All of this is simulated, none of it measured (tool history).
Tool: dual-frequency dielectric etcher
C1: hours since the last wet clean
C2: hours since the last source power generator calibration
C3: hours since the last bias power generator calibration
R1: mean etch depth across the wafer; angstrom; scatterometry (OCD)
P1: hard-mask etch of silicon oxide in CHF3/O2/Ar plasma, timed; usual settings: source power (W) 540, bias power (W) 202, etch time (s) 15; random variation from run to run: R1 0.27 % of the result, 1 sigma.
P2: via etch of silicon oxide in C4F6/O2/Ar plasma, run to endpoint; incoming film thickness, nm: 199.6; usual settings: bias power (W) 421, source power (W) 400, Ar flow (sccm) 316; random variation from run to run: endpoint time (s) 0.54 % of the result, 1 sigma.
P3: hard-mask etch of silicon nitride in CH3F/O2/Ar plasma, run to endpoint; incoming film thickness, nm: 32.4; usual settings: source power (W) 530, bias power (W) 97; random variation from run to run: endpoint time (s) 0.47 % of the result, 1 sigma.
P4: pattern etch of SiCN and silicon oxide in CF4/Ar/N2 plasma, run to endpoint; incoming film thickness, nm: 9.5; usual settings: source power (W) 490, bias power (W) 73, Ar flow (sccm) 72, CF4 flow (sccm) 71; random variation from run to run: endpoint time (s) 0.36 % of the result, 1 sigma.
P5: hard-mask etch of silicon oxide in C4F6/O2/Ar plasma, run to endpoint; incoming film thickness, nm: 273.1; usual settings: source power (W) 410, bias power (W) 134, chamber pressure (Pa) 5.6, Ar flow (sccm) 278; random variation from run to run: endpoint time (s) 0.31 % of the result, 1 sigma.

run 1 hour=7.1 | process_that_ran=P1 source_power_(W)=540 bias_power_(W)=202 etch_time_(s)=15 | C1=323.4 C2=1695.8 C3=1111.4 | R1=288.65
run 2 hour=14.7 | process_that_ran=P1 source_power_(W)=540 bias_power_(W)=202 etch_time_(s)=15 | C1=331.0 C2=1703.4 C3=1119.0 | R1=287.60
run 3 hour=21.4 | process_that_ran=P2 source_power_(W)=400 bias_power_(W)=421 Ar_flow_(sccm)=443 | C1=337.7 C2=1710.1 C3=1125.7 | endpoint_time_(s)=51.4490
run 4 hour=32.2 | process_that_ran=P1 source_power_(W)=540 bias_power_(W)=202 etch_time_(s)=15 | C1=348.5 C2=1720.9 C3=1136.5 | R1=289.01
run 5 hour=40.7 | process_that_ran=P1 source_power_(W)=740 bias_power_(W)=202 etch_time_(s)=15 | C1=357.0 C2=1729.4 C3=1145.0 | R1=325.35
run 6 hour=49.0 | process_that_ran=P4 source_power_(W)=490 bias_power_(W)=73 Ar_flow_(sccm)=72 CF4_flow_(sccm)=93 | C1=365.3 C2=1737.7 C3=1153.3 | endpoint_time_(s)=9.2088
run 7 hour=59.6 | process_that_ran=P4 source_power_(W)=590 bias_power_(W)=73 Ar_flow_(sccm)=72 CF4_flow_(sccm)=71 | C1=375.9 C2=1748.3 C3=1163.9 | endpoint_time_(s)=8.1248
run 8 hour=67.0 | process_that_ran=P1 source_power_(W)=540 bias_power_(W)=202 etch_time_(s)=8 | C1=383.3 C2=1755.7 C3=1171.3 | R1=154.03
run 9 hour=74.6 | process_that_ran=P4 source_power_(W)=490 bias_power_(W)=73 Ar_flow_(sccm)=72 CF4_flow_(sccm)=71 | C1=390.9 C2=1763.3 C3=1178.9 | endpoint_time_(s)=9.5398
run 10 hour=80.7 | process_that_ran=P2 source_power_(W)=300 bias_power_(W)=421 Ar_flow_(sccm)=316 | C1=397.0 C2=1769.4 C3=1185.0 | endpoint_time_(s)=54.8750
run 11 hour=85.6 | process_that_ran=P1 source_power_(W)=540 bias_power_(W)=202 etch_time_(s)=15 | C1=401.9 C2=1774.3 C3=1189.9 | R1=286.97
run 12 hour=92.4 | process_that_ran=P1 source_power_(W)=540 bias_power_(W)=149 etch_time_(s)=15 | C1=408.7 C2=1781.1 C3=1196.7 | R1=260.41
run 13 hour=100.9 | process_that_ran=P1 source_power_(W)=380 bias_power_(W)=202 etch_time_(s)=15 | C1=417.2 C2=1789.6 C3=1205.2 | R1=251.97
run 14 hour=111.4 | process_that_ran=P1 source_power_(W)=540 bias_power_(W)=202 etch_time_(s)=15 | C1=427.7 C2=1800.1 C3=1215.7 | R1=288.04
run 15 hour=120.3 | process_that_ran=P1 source_power_(W)=730 bias_power_(W)=241 etch_time_(s)=15 | C1=436.6 C2=1809.0 C3=1224.6 | R1=344.74
run 16 hour=129.5 | process_that_ran=P5 source_power_(W)=310 bias_power_(W)=134 Ar_flow_(sccm)=278 chamber_pressure_(Pa)=5.6 | C1=445.8 C2=1818.2 C3=1233.8 | endpoint_time_(s)=107.2800
run 17 hour=138.8 | process_that_ran=P3 source_power_(W)=530 bias_power_(W)=97 | C1=455.1 C2=1827.5 C3=1243.1 | endpoint_time_(s)=37.4210
run 18 hour=146.8 | process_that_ran=P2 source_power_(W)=400 bias_power_(W)=266 Ar_flow_(sccm)=316 | C1=463.1 C2=1835.5 C3=1251.1 | endpoint_time_(s)=57.9610
run 19 hour=156.9 | process_that_ran=P5 source_power_(W)=410 bias_power_(W)=134 Ar_flow_(sccm)=278 chamber_pressure_(Pa)=5.6 | C1=473.2 C2=1845.6 C3=1261.2 | endpoint_time_(s)=96.6030
run 20 hour=162.3 | process_that_ran=P1 source_power_(W)=540 bias_power_(W)=202 etch_time_(s)=20 | C1=478.6 C2=1851.0 C3=1266.6 | R1=384.87
run 21 hour=171.7 | process_that_ran=P5 source_power_(W)=410 bias_power_(W)=134 Ar_flow_(sccm)=369 chamber_pressure_(Pa)=5.6 | C1=488.0 C2=1860.4 C3=1276.0 | endpoint_time_(s)=99.6610
run 22 hour=178.4 | process_that_ran=P3 source_power_(W)=530 bias_power_(W)=97 | C1=494.7 C2=1867.1 C3=1282.7 | endpoint_time_(s)=37.1260
run 23 hour=185.3 | process_that_ran=P3 source_power_(W)=530 bias_power_(W)=57 | C1=501.6 C2=1874.0 C3=1289.6 | endpoint_time_(s)=44.8190
run 24 hour=192.4 | process_that_ran=P2 source_power_(W)=400 bias_power_(W)=421 Ar_flow_(sccm)=316 | C1=508.7 C2=1881.1 C3=1296.7 | endpoint_time_(s)=49.4150
run 25 hour=198.9 | process_that_ran=P5 source_power_(W)=410 bias_power_(W)=179 Ar_flow_(sccm)=278 chamber_pressure_(Pa)=5.6 | C1=515.2 C2=1887.6 C3=1303.2 | endpoint_time_(s)=88.1810
run 26 hour=208.8 | process_that_ran=P3 source_power_(W)=310 bias_power_(W)=97 | C1=525.1 C2=1897.5 C3=1313.1 | endpoint_time_(s)=45.4550
run 27 hour=214.8 | process_that_ran=P4 source_power_(W)=490 bias_power_(W)=46 Ar_flow_(sccm)=72 CF4_flow_(sccm)=71 | C1=531.1 C2=1903.5 C3=1319.1 | endpoint_time_(s)=10.8970
run 28 hour=221.7 | process_that_ran=P5 source_power_(W)=410 bias_power_(W)=134 Ar_flow_(sccm)=278 chamber_pressure_(Pa)=7.6 | C1=538.0 C2=1910.4 C3=1326.0 | endpoint_time_(s)=100.4600
run 29 hour=228.4 | process_that_ran=P1 source_power_(W)=540 bias_power_(W)=279 etch_time_(s)=15 | C1=544.7 C2=1917.1 C3=1332.7 | R1=323.67
run 30 hour=238.8 | process_that_ran=P2 source_power_(W)=400 bias_power_(W)=421 Ar_flow_(sccm)=316 | C1=555.1 C2=1927.5 C3=1343.1 | endpoint_time_(s)=49.6910
run 31 hour=244.2 | process_that_ran=P5 source_power_(W)=410 bias_power_(W)=134 Ar_flow_(sccm)=278 chamber_pressure_(Pa)=5.6 | C1=560.5 C2=1932.9 C3=1348.5 | endpoint_time_(s)=96.6740
run 32 hour=249.7 | process_that_ran=P4 source_power_(W)=490 bias_power_(W)=73 Ar_flow_(sccm)=45 CF4_flow_(sccm)=71 | C1=566.0 C2=1938.4 C3=1354.0 | endpoint_time_(s)=8.9946
run 33 hour=258.6 | process_that_ran=P1 source_power_(W)=540 bias_power_(W)=202 etch_time_(s)=15 | C1=574.9 C2=1947.3 C3=1362.9 | R1=288.60
run 34 hour=265.6 | process_that_ran=P1 source_power_(W)=540 bias_power_(W)=202 etch_time_(s)=15 | C1=581.9 C2=1954.3 C3=1369.9 | R1=290.11
run 35 hour=272.0 | process_that_ran=P1 source_power_(W)=540 bias_power_(W)=202 etch_time_(s)=15 | C1=588.3 C2=1960.7 C3=1376.3 | R1=290.68

Run 36 comes next. What will it give?
-- hour=279.6 wet clean of the chamber
run 36 hour=282.2 | process_that_ran=P1 source_power_(W)=540 bias_power_(W)=202 etch_time_(s)=15 | C1=2.6 C2=1970.9 C3=1386.5 | R1=?

R1: 291.88 angstrom

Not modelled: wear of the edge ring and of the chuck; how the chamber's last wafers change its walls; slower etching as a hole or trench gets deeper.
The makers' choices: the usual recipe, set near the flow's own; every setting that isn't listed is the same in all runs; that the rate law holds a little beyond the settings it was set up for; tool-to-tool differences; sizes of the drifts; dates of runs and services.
